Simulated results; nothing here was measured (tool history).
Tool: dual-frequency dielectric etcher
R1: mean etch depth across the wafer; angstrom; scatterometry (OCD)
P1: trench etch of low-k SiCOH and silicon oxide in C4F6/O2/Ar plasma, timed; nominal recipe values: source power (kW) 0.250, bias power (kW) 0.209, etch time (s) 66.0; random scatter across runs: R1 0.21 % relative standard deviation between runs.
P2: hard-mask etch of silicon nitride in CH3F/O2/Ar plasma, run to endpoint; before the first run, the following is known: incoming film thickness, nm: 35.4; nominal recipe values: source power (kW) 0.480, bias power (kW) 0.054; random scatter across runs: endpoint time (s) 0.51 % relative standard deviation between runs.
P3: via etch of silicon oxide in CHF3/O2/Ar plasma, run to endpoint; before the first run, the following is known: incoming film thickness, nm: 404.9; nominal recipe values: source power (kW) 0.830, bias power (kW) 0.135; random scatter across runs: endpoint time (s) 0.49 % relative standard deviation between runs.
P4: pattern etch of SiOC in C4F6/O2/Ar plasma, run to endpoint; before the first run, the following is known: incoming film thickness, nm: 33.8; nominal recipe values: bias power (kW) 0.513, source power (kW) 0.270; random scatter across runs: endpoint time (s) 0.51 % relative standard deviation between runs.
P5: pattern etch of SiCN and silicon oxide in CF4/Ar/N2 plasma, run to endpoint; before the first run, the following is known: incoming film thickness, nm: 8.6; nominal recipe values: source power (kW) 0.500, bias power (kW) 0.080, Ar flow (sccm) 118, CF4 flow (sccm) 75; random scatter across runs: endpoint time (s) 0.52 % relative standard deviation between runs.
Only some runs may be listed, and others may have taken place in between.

run 1 day=0.146 | process_that_ran=P1 source_power_(kW)=0.250 bias_power_(kW)=0.209 etch_time_(s)=66.0 | R1=1948.3
run 2 day=0.329 | process_that_ran=P4 source_power_(kW)=0.160 bias_power_(kW)=0.513 | endpoint_time_(s)=15.6870
run 3 day=0.442 | process_that_ran=P5 source_power_(kW)=0.690 bias_power_(kW)=0.080 Ar_flow_(sccm)=118 CF4_flow_(sccm)=75 | endpoint_time_(s)=6.9079
run 4 day=0.621 | process_that_ran=P1 source_power_(kW)=0.250 bias_power_(kW)=0.209 etch_time_(s)=98.0 | R1=2898.2
run 5 day=0.771 | process_that_ran=P4 source_power_(kW)=0.270 bias_power_(kW)=0.414 | endpoint_time_(s)=14.1240
run 6 day=0.888 | process_that_ran=P3 source_power_(kW)=1.160 bias_power_(kW)=0.135 | endpoint_time_(s)=175.1400
run 7 day=1.083 | process_that_ran=P3 source_power_(kW)=0.830 bias_power_(kW)=0.135 | endpoint_time_(s)=200.6300
run 8 day=1.258 | process_that_ran=P1 source_power_(kW)=0.190 bias_power_(kW)=0.209 etch_time_(s)=66.0 | R1=1756.7
run 9 day=1.396 | process_that_ran=P5 source_power_(kW)=0.500 bias_power_(kW)=0.080 Ar_flow_(sccm)=118 CF4_flow_(sccm)=75 | endpoint_time_(s)=9.0950
run 10 day=1.504 | process_that_ran=P5 source_power_(kW)=0.500 bias_power_(kW)=0.080 Ar_flow_(sccm)=143 CF4_flow_(sccm)=75 | endpoint_time_(s)=9.3259
run 11 day=1.725 | process_that_ran=P4 source_power_(kW)=0.270 bias_power_(kW)=0.513 | endpoint_time_(s)=12.8910
run 12 day=1.838 | process_that_ran=P1 source_power_(kW)=0.250 bias_power_(kW)=0.161 etch_time_(s)=66.0 | R1=1785.4
run 13 day=2.075 | process_that_ran=P2 source_power_(kW)=0.480 bias_power_(kW)=0.054 | endpoint_time_(s)=53.3740
run 14 day=2.288 | process_that_ran=P2 source_power_(kW)=0.480 bias_power_(kW)=0.054 | endpoint_time_(s)=53.7640
-- day=2.304 bias power generator calibrated
run 15 day=2.521 | process_that_ran=P1 source_power_(kW)=0.350 bias_power_(kW)=0.209 etch_time_(s)=66.0 | R1=2214.6
run 16 day=2.738 | process_that_ran=P4 source_power_(kW)=0.270 bias_power_(kW)=0.513 | endpoint_time_(s)=12.8630
run 17 day=2.950 | process_that_ran=P1 source_power_(kW)=0.250 bias_power_(kW)=0.209 etch_time_(s)=66.0 | R1=1954.4
run 18 day=3.188 | process_that_ran=P1 source_power_(kW)=0.250 bias_power_(kW)=0.209 etch_time_(s)=66.0 | R1=1948.2
run 19 day=3.317 | process_that_ran=P2 source_power_(kW)=0.480 bias_power_(kW)=0.031 | endpoint_time_(s)=62.8840
run 20 day=3.517 | process_that_ran=P3 source_power_(kW)=0.830 bias_power_(kW)=0.177 | endpoint_time_(s)=182.4900
run 21 day=3.629 | process_that_ran=P1 source_power_(kW)=0.250 bias_power_(kW)=0.253 etch_time_(s)=66.0 | R1=2079.5
run 22 day=3.812 | process_that_ran=P1 source_power_(kW)=0.250 bias_power_(kW)=0.209 etch_time_(s)=66.0 | R1=1954.2
run 23 day=4.033 | process_that_ran=P5 source_power_(kW)=0.500 bias_power_(kW)=0.101 Ar_flow_(sccm)=118 CF4_flow_(sccm)=75 | endpoint_time_(s)=8.3861
run 24 day=4.142 | process_that_ran=P1 source_power_(kW)=0.180 bias_power_(kW)=0.209 etch_time_(s)=50.5 | R1=1318.4
run 25 day=4.375 | process_that_ran=P1 source_power_(kW)=0.250 bias_power_(kW)=0.209 etch_time_(s)=43.5 | R1=1285.5
run 26 day=4.625 | process_that_ran=P5 source_power_(kW)=0.500 bias_power_(kW)=0.080 Ar_flow_(sccm)=118 CF4_flow_(sccm)=103 | endpoint_time_(s)=8.7116
run 27 day=4.850 | process_that_ran=P2 source_power_(kW)=0.590 bias_power_(kW)=0.054 | endpoint_time_(s)=49.4270

The next listed run, before its measurement:
run 28 day=4.971 | process_that_ran=P1 source_power_(kW)=0.250 bias_power_(kW)=0.209 etch_time_(s)=66.0 | R1=?

For run 28 the tool returned R1 1955.7 angstrom.
